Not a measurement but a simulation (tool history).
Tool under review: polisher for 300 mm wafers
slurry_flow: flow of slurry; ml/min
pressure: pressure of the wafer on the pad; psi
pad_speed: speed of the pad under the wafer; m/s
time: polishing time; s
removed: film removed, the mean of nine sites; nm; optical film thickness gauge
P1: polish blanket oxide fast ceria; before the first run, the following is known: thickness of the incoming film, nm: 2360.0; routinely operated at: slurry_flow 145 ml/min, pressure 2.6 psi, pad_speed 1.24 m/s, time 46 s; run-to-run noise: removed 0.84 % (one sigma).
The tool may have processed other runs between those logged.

run,day,slurry_flow,pressure,pad_speed,time,wafers polished on this pad,hours since the slurry nozzle was cleaned,hours since the head pressure was calibrated,removed
1,0.383,145,2.6,1.24,46,295,451,155.4,824.76
2,0.675,200,2.6,1.24,46,367,458,162.4,882.81
3,1.158,145,1.2,1.24,46,486,469.6,174,380.5
4,1.775,145,2.6,1.24,46,638,484.4,188.8,832.06
5,2.238,145,2.6,1.24,28,752,495.5,199.9,506.51
6,2.771,145,2.6,1.24,46,884,508.3,212.7,839.36
7,3.175,145,2.6,1.24,46,983,518,222.4,822.56
8,3.475,145,2.6,0.78,46,1057,525.2,229.6,522.96
# day 3.608: worn pad replaced by a new one
9,3.842,220,2.6,1.64,46,58,534,238.4,1184.2
10,4.3,85,2.6,1.24,46,171,545,249.4,727.93
11,4.758,145,2.6,1.88,46,284,556,260.4,1247.1
12,5.062,145,3.6,0.94,46,359,563.3,267.7,876.8
13,5.6,145,1.9,0.66,46,491,576.2,280.6,324.81
14,6.092,145,3.9,1.24,46,613,588,292.4,1253.7
15,6.721,145,2.6,1.24,67,768,603.1,307.5,1204.9
16,7.167,145,2.6,1.24,46,878,613.8,318.2,830.2
17,7.542,145,2.6,1.24,46,970,622.8,327.2,813.28
18,7.896,145,2.6,1.24,46,1058,631.3,335.7,789.44
19,8.279,145,2.6,1.24,46,1152,640.5,344.9,767.31
20,8.692,145,2.6,1.24,46,1254,650.4,354.8,773.06
# day 9.142: worn pad replaced by a new one
21,9.204,145,2.6,1.24,46,15,662.7,367.1,769.06
22,9.717,145,2.6,1.24,46,141,675,379.4,744.18
23,10.3,145,2.6,1.24,46,285,689,393.4,757.94
24,10.775,145,2.6,1.24,46,402,700.4,404.8,754.36

The output of P1 has drifted from where it used to be. Each of the 2 causes below, taken at the size shown beside it, accounts for the log equally well:
A: slurry flow missing at the pad, % = 36.3
B: head's pressure below its setpoint, % = 9.47
The drift started at roughly day 7.167.
Excluded causes, each with its reason:
removal rate lost through wear of the pad, %: serviced after onset, at day 9.142, with no recovery of the prior output

Each of the check runs listed below is run on 2 wafers and reports their average, with the results left as question marks. Pick the one under which the possible causes would lead to clearly different results.
check 1,11.25,85,2.6,1.24,46,,,,?
check 2,11.25,145,2,1.24,46,,,,?
check 3,11.25,145,3.7,1.24,46,,,,?
check 4,11.25,145,1.2,1.24,46,,,,?

What each check would give under each cause:
check,result,if A,if B
check 1,removed,625.56,663.19
check 2,removed,576.69,576.76
check 3,removed,1066.9,1067
check 4,removed,346.01,346.05
Separation of the two closest causes in each check, using whichever result separates them best: check 1 5.84 %; check 2 0.01 %; check 3 0.01 %; check 4 0.01 %
Of the check runs offered, only check 1 discriminates between the causes; the rest would read about the same regardless of which cause applies.

Check 1 was carried out, with these results: removed 630.11 nm. Which of the listed causes is responsible?

A is the cause: slurry flow missing at the pad, %.
